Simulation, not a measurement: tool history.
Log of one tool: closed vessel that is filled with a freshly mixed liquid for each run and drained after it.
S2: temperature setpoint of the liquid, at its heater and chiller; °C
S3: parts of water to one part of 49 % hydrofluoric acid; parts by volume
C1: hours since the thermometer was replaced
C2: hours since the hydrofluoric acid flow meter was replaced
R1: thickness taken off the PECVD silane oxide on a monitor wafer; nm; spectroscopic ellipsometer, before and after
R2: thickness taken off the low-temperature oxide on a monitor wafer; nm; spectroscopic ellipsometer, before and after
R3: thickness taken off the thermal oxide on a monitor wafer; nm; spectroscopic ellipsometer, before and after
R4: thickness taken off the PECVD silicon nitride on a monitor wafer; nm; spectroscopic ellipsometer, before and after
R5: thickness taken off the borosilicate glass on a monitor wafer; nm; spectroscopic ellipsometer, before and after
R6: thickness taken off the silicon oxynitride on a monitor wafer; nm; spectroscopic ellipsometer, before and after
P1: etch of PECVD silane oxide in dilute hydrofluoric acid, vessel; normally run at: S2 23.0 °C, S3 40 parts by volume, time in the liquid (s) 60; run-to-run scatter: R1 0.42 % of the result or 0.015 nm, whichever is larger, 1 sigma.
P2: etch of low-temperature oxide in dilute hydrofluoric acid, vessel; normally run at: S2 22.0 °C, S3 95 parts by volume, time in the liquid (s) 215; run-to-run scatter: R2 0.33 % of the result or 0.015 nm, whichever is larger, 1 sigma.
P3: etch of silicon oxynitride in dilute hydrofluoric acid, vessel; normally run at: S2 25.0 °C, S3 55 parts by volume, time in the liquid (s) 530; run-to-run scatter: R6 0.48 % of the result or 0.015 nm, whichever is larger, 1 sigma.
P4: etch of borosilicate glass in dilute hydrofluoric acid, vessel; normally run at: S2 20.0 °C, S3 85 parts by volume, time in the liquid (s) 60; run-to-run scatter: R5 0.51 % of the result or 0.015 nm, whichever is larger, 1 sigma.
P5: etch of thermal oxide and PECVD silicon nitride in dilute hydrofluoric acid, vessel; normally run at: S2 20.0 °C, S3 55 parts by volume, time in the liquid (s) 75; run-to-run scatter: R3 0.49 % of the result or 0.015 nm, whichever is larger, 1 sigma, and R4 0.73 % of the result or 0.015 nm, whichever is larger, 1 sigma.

Run 1, hour 4.4: process that ran P1, S2 23.0 °C, S3 40 parts by volume, time in the liquid (s) 60; C1 980.0; C2 1384.2. Result: R1 70.524 nm.
Run 2, hour 9.5: process that ran P2, S2 22.0 °C, S3 30 parts by volume, time in the liquid (s) 215; C1 985.1; C2 1389.3. Result: R2 88.739 nm.
Run 3, hour 14.3: process that ran P1, S2 23.0 °C, S3 40 parts by volume, time in the liquid (s) 60; C1 989.9; C2 1394.1. Result: R1 70.668 nm.
Run 4, hour 19.8: process that ran P5, S2 20.0 °C, S3 55 parts by volume, time in the liquid (s) 30; C1 995.4; C2 1399.6. Result: R3 2.3458 nm, R4 1.2767 nm.
Run 5, hour 24.2: process that ran P1, S2 23.0 °C, S3 40 parts by volume, time in the liquid (s) 60; C1 999.8; C2 1404.0. Result: R1 70.640 nm.
Run 6, hour 29.2: process that ran P5, S2 20.0 °C, S3 55 parts by volume, time in the liquid (s) 75; C1 1004.8; C2 1409.0. Result: R3 5.7870 nm, R4 3.1081 nm.
Run 7, hour 34.3: process that ran P2, S2 22.0 °C, S3 95 parts by volume, time in the liquid (s) 95; C1 1009.9; C2 1414.1. Result: R2 11.534 nm.
Run 8, hour 38.3: process that ran P1, S2 23.0 °C, S3 40 parts by volume, time in the liquid (s) 60; C1 1013.9; C2 1418.1. Result: R1 70.971 nm.
Run 9, hour 43.7: process that ran P4, S2 20.0 °C, S3 85 parts by volume, time in the liquid (s) 60; C1 1019.3; C2 1423.5. Result: R5 21.938 nm.
Run 10, hour 48.7: process that ran P3, S2 18.5 °C, S3 55 parts by volume, time in the liquid (s) 530; C1 1024.3; C2 1428.5. Result: R6 20.345 nm.
Run 11, hour 52.3: process that ran P1, S2 29.0 °C, S3 40 parts by volume, time in the liquid (s) 110; C1 1027.9; C2 1432.1. Result: R1 165.460 nm.
Run 12, hour 57.3: process that ran P1, S2 23.0 °C, S3 65 parts by volume, time in the liquid (s) 60; C1 1032.9; C2 1437.1. Result: R1 42.280 nm.
Run 13, hour 60.8: process that ran P2, S2 22.0 °C, S3 95 parts by volume, time in the liquid (s) 215; C1 1036.4; C2 1440.6. Result: R2 25.999 nm.
Run 14, hour 63.2: process that ran P4, S2 20.0 °C, S3 85 parts by volume, time in the liquid (s) 30; C1 1038.8; C2 1443.0. Result: R5 10.945 nm.
Run 15, hour 65.8: process that ran P1, S2 17.5 °C, S3 40 parts by volume, time in the liquid (s) 60; C1 1041.4; C2 1445.6. Result: R1 55.945 nm.
Run 16, hour 71.1: process that ran P1, S2 23.0 °C, S3 40 parts by volume, time in the liquid (s) 60; C1 1046.7; C2 1450.9. Result: R1 70.747 nm.
Run 17, hour 73.8: process that ran P1, S2 23.0 °C, S3 40 parts by volume, time in the liquid (s) 30; C1 1049.4; C2 1453.6. Result: R1 35.277 nm.
Run 18, hour 78.6: process that ran P2, S2 17.0 °C, S3 95 parts by volume, time in the liquid (s) 215; C1 1054.2; C2 1458.4. Result: R2 21.232 nm.
Run 19, hour 83.1: process that ran P1, S2 23.0 °C, S3 40 parts by volume, time in the liquid (s) 60; C1 1058.7; C2 1462.9. Result: R1 70.467 nm.
Run 20, hour 87.8: process that ran P3, S2 25.0 °C, S3 20 parts by volume, time in the liquid (s) 530; C1 1063.4; C2 1467.6. Result: R6 79.202 nm.
Run 21, hour 92.2: process that ran P1, S2 23.0 °C, S3 20 parts by volume, time in the liquid (s) 60; C1 1067.8; C2 1472.0. Result: R1 146.260 nm.
Run 22, hour 95.4: process that ran P1, S2 23.0 °C, S3 40 parts by volume, time in the liquid (s) 90; C1 1071.0; C2 1475.2. Result: R1 105.480 nm.
Run 23, hour 100.2: process that ran P4, S2 20.0 °C, S3 145 parts by volume, time in the liquid (s) 60; C1 1075.8; C2 1480.0. Result: R5 12.007 nm.
Run 24, hour 105.0: process that ran P1, S2 28.5 °C, S3 40 parts by volume, time in the liquid (s) 90; C1 1080.6; C2 1484.8. Result: R1 132.390 nm.
Run 25, hour 108.3: process that ran P5, S2 20.0 °C, S3 105 parts by volume, time in the liquid (s) 75; C1 1083.9; C2 1488.1. Result: R3 2.8573 nm, R4 1.6765 nm.
Run 26, hour 111.2: process that ran P3, S2 25.0 °C, S3 55 parts by volume, time in the liquid (s) 530; C1 1086.8; C2 1491.0. Result: R6 28.164 nm.
Run 27, hour 114.0: process that ran P1, S2 26.5 °C, S3 40 parts by volume, time in the liquid (s) 60; C1 1089.6; C2 1493.8. Result: R1 81.662 nm.
Run 28, hour 117.8: process that ran P4, S2 17.0 °C, S3 85 parts by volume, time in the liquid (s) 60; C1 1093.4; C2 1497.6. Result: R5 19.375 nm.
Run 29, hour 121.3: process that ran P3, S2 25.0 °C, S3 55 parts by volume, time in the liquid (s) 30; C1 1096.9; C2 1501.1. Result: R6 1.600 nm.
Run 30, hour 125.3: process that ran P5, S2 25.0 °C, S3 55 parts by volume, time in the liquid (s) 75; C1 1100.9; C2 1505.1. Result: R3 7.1910 nm, R4 4.3979 nm.
Run 31, hour 128.1: process that ran P5, S2 20.0 °C, S3 55 parts by volume, time in the liquid (s) 75; C1 1103.7; C2 1507.9. Result: R3 5.7798 nm, R4 3.1387 nm.
Run 32, hour 132.3: process that ran P1, S2 23.0 °C, S3 40 parts by volume, time in the liquid (s) 60; C1 1107.9; C2 1512.1. Result: R1 70.174 nm.
Run 33, hour 134.9: process that ran P1, S2 23.0 °C, S3 40 parts by volume, time in the liquid (s) 60; C1 1110.5; C2 1514.7. Result: R1 72.194 nm.
Run 34, hour 140.0: process that ran P1, S2 23.0 °C, S3 40 parts by volume, time in the liquid (s) 60; C1 1115.6; C2 1519.8. Result: R1 74.657 nm.
Run 35, hour 144.5: process that ran P1, S2 23.0 °C, S3 40 parts by volume, time in the liquid (s) 60; C1 1120.1; C2 1524.3. Result: R1 75.382 nm.
Run 36, hour 148.2: process that ran P1, S2 23.0 °C, S3 40 parts by volume, time in the liquid (s) 60; C1 1123.8; C2 1528.0. Result: R1 76.173 nm.
Run 37, hour 151.0: process that ran P1, S2 23.0 °C, S3 40 parts by volume, time in the liquid (s) 60; C1 1126.6; C2 1530.8. Result: R1 76.116 nm.
Run 38, hour 156.7: process that ran P1, S2 23.0 °C, S3 40 parts by volume, time in the liquid (s) 60; C1 1132.3; C2 1536.5. Result: R1 76.470 nm.
Run 39, hour 159.8: process that ran P1, S2 23.0 °C, S3 40 parts by volume, time in the liquid (s) 60; C1 1135.4; C2 1539.6. Result: R1 76.560 nm.

What P1 gives has crept away from where it was. These 2 causes fit the log equally well, each at the size given:
A: hydrofluoric acid flow above the setpoint (%) = 7.66
B: liquid hotter than its thermometer reads (K) = 1.87
The creep began at about hour 132.3.

4 check runs are offered, each on 3 wafers whose results are averaged, their results left as question marks. Which one tells the causes apart?
Run check 1, hour 162.9: process that ran P3, S2 21.0 °C, S3 55 parts by volume, time in the liquid (s) 30. Result: R6 ?.
Run check 2, hour 162.9: process that ran P4, S2 17.0 °C, S3 135 parts by volume, time in the liquid (s) 60. Result: R5 ?.
Run check 3, hour 162.9: process that ran P5, S2 20.0 °C, S3 55 parts by volume, time in the liquid (s) 30. Result: R3 ?, R4 ?.
Run check 4, hour 162.9: process that ran P2, S2 17.0 °C, S3 45 parts by volume, time in the liquid (s) 215. Result: R2 ?.

What each check would give under each cause:
  check  result    if A    if B
check 1      R6  1.4151  1.4377
check 2      R5  12.558  12.473
check 3      R3  2.5141  2.5144
check 3      R4  1.3498  1.4290
check 4      R2  51.085  51.272
How far apart the two closest causes lie, in the result that separates them most: check 1 1.58 %; check 2 0.68 %; check 3 5.7 %; check 4 0.36 %
Check 3 tells the causes apart: in the others they would give nearly the same result.

Then check 3 was run and gave: R3 2.5163 nm; R4 1.3522 nm. Which cause is it?

It is A: hydrofluoric acid flow above the setpoint (%).

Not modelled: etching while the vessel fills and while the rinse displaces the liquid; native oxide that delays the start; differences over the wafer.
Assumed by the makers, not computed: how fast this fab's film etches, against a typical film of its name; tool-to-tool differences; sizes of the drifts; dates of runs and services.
